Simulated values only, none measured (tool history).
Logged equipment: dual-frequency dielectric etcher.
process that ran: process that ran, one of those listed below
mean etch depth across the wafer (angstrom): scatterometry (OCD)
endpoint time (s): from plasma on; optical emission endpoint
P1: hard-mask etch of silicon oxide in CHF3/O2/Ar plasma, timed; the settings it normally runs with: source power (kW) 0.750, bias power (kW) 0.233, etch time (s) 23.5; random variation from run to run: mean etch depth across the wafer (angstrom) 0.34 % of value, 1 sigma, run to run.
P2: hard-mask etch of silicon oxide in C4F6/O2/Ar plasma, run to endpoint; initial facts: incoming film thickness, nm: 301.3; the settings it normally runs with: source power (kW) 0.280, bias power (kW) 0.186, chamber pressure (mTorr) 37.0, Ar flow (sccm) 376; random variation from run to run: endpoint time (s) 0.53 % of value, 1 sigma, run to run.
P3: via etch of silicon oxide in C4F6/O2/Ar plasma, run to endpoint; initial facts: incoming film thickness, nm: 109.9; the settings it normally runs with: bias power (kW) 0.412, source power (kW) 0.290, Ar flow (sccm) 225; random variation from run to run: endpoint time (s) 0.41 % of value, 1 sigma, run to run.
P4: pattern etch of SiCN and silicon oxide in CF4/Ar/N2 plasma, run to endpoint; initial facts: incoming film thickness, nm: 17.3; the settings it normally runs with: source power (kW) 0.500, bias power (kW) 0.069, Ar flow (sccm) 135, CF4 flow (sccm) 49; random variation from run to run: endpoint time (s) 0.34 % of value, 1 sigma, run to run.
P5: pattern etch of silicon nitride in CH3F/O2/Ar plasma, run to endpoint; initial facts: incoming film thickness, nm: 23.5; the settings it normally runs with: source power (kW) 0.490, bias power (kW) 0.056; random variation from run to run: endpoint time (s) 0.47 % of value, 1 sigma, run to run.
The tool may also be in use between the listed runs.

run	hour	process that ran	source power (kW)	bias power (kW)	etch time (s)	Ar flow (sccm)	CF4 flow (sccm)	chamber pressure (mTorr)	mean etch depth across the wafer (angstrom)	endpoint time (s)
1	6.4	P1	0.750	0.233	23.5				542.36	
2	20.2	P1	0.750	0.279	23.5				580.71	
3	31.9	P1	0.750	0.233	23.5				544.13	
4	41.1	P1	0.750	0.233	23.5				546.83	
5	47.7	P5	0.490	0.056						33.282
6	56.3	P5	0.490	0.056						33.408
7	70.0	P1	0.750	0.233	17.0				391.85	
8	78.7	P1	0.750	0.233	23.5				544.23	
9	91.6	P4	0.500	0.069		135	49			19.868
10	102.0	P4	0.500	0.069		135	62			19.072
11	111.2	P4	0.500	0.069		174	49			20.944
12	118.6	P1	0.750	0.185	23.5				502.74	
13	132.6	P5	0.680	0.056						29.527
14	145.6	P2	0.390	0.186		376		37.0		100.250
15	157.6	P4	0.500	0.087		135	49			18.322
16	167.4	P1	0.750	0.233	23.5				543.07	
17	180.0	P2	0.280	0.186		376		37.0		114.770
18	187.9	P3	0.290	0.412		225				28.101
19	196.3	P3	0.200	0.412		225				32.383
20	205.9	P4	0.500	0.069		135	49			19.887
21	212.5	P1	0.440	0.233	23.5				446.98	
22	224.2	P2	0.280	0.186		376		29.5		111.290
23	233.3	P2	0.280	0.186		376		37.0		114.570
24	245.8	P4	0.380	0.069		135	49			25.348
25	253.8	P5	0.490	0.042						36.273
26	267.9	P3	0.290	0.412		270				28.914

Predict the results of run 27:
27	278.9	P2	0.280	0.186		484		37.0		?

Run 27 measured endpoint time (s) 118.260.
